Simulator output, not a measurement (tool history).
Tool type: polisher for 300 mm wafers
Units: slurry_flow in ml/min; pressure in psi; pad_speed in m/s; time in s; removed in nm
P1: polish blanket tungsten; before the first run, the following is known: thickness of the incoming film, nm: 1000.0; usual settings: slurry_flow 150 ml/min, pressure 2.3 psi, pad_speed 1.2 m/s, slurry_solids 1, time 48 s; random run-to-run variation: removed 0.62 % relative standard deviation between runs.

run	hour	slurry_flow	pressure	pad_speed	slurry_solids	time	wafers polished on this pad	hours since the slurry nozzle was cleaned	hours since the head pressure was calibrated	hours since the slurry blender was calibrated	hours since the slurry got fresh peroxide	removed
1	10.1	150	2.3	1.2	1	48	599	87.4	266.6	180	32.8	157.74
2	21	150	1.4	1.2	1	48	730	98.3	277.5	190.9	43.7	94.987
3	31.6	150	2.3	1.2	0.5	48	857	108.9	288.1	201.5	54.3	134.98
4	39.5	150	2.3	1.7	1	48	951	116.8	296	209.4	62.2	224.29
5	44.7	150	2.3	1.2	1	48	1014	122	301.2	214.6	67.4	156.34
6	51.6	210	3.2	1.2	1	48	1096	128.9	308.1	221.5	74.3	230.15
7	62.5	150	2.3	0.74	0.75	48	1227	139.8	319	232.4	85.2	91.115
8	69	150	2.3	1.2	1	24	1304	146.3	325.5	238.9	91.7	78.792
9	75.9	150	2.3	1.2	1	48	1387	153.2	332.4	245.8	98.6	157.38
10	85.3	200	2.3	1.2	1	48	1499	162.6	341.8	255.2	108	163.58
11	91.2	150	2.3	0.56	1	48	1570	168.5	347.7	261.1	113.9	72.601
12	102.2	90	2.3	1.2	1	48	1702	179.5	358.7	272.1	124.9	141.48
13	112	150	2.3	1.2	1.4	65	1819	189.3	368.5	281.9	134.7	230.33
14	120.6	150	2.3	1.2	1	48	1922	197.9	377.1	290.5	143.3	156.67
15	131.5	150	2.3	1.2	1	48	2052	208.8	388	301.4	154.2	158.13
16	140.5	150	2.3	1.2	1	69	2160	217.8	397	310.4	163.2	224.36
17	146	150	2.3	1.2	1.5	48	2226	223.3	402.5	315.9	168.7	172.95
18	154.1	150	3	1.2	1	48	2323	231.4	410.6	324	176.8	205.63
19	161.5	150	2.3	1.2	1	48	2411	238.8	418	331.4	184.2	158.55
20	168.1	150	2.3	1.2	1	48	2490	245.4	424.6	338	190.8	155.91
21	177.6	150	2.3	1.2	1	48	2604	254.9	434.1	347.5	200.3	151.71
22	186.1	150	2.3	1.2	1	48	2706	263.4	442.6	356	208.8	150.63
23	194	150	2.3	1.2	1	48	2800	271.3	450.5	363.9	216.7	148.49
24	204.6	150	2.3	1.2	1	48	2927	281.9	461.1	374.5	227.3	147.78
# hour 207.8: head pressure recalibrated
25	215	150	2.3	1.2	1	48	3052	292.3	7.3	384.9	237.7	147.77
# hour 217: slurry blender recalibrated
# hour 217.4: slurry tank refilled with fresh slurry and peroxide
26	224.9	150	2.3	1.2	1	48	3170	302.2	17.2	8	7.5	148.7
27	235	150	2.3	1.2	1	48	3291	312.3	27.3	18.1	17.6	145.88
28	243.1	150	2.3	1.2	1	48	3388	320.4	35.4	26.2	25.7	145.97
29	251.9	150	2.3	1.2	1	48	3493	329.2	44.2	35	34.5	146.85
30	262.1	150	2.3	1.2	1	48	3616	339.4	54.4	45.2	44.7	145.66
31	269.7	150	2.3	1.2	1	48	3707	347	62	52.8	52.3	144.93

What P1 gives has crept off from where it sat before. The 2 causes that follow fit the log equally well, each at the size noted:
A: slurry flow missing at the pad, % = 31.2
B: removal rate lost through wear of the pad, % = 7.35
The onset of the drift is placed at about hour 168.1.
Other possible causes, and why each is ruled out:
head's pressure below its setpoint, %: work on it at hour 207.8, done after the drift set in, did not restore what the process gave before
abrasive missing from the slurry, %: work on it at hour 217, done after the drift set in, did not restore what the process gave before
peroxide lost from the slurry, %: work on it at hour 217.4, done after the drift set in, did not restore what the process gave before

Consider the 4 single-wafer check runs listed below, results given as question marks: which one distinguishes between the causes by giving clearly different results for each?
check 1	277.3	150	2.3	1.2	0.55	32						?
check 2	277.3	150	2.3	1.2	0.55	31						?
check 3	277.3	90	2.3	1.2	1.35	48						?
check 4	277.3	150	2.3	1.2	0.7	25						?

What each check would give under each cause:
check	result	if A	if B
check 1	removed	84.775	84.785
check 2	removed	82.125	82.135
check 3	removed	134.3	140.23
check 4	removed	69.927	69.935
Distance between the nearest two causes, measured in the result of the check that separates them most: check 1 0.01 %; check 2 0.01 %; check 3 4.32 %; check 4 0.01 %
Check 3 is the one run that separates the causes; every other check would come out nearly the same whichever cause is at work.

Check 3 was then run and gave: removed 141.47 nm. Which cause is it?

The correct cause is B, namely: removal rate lost through wear of the pad, %.
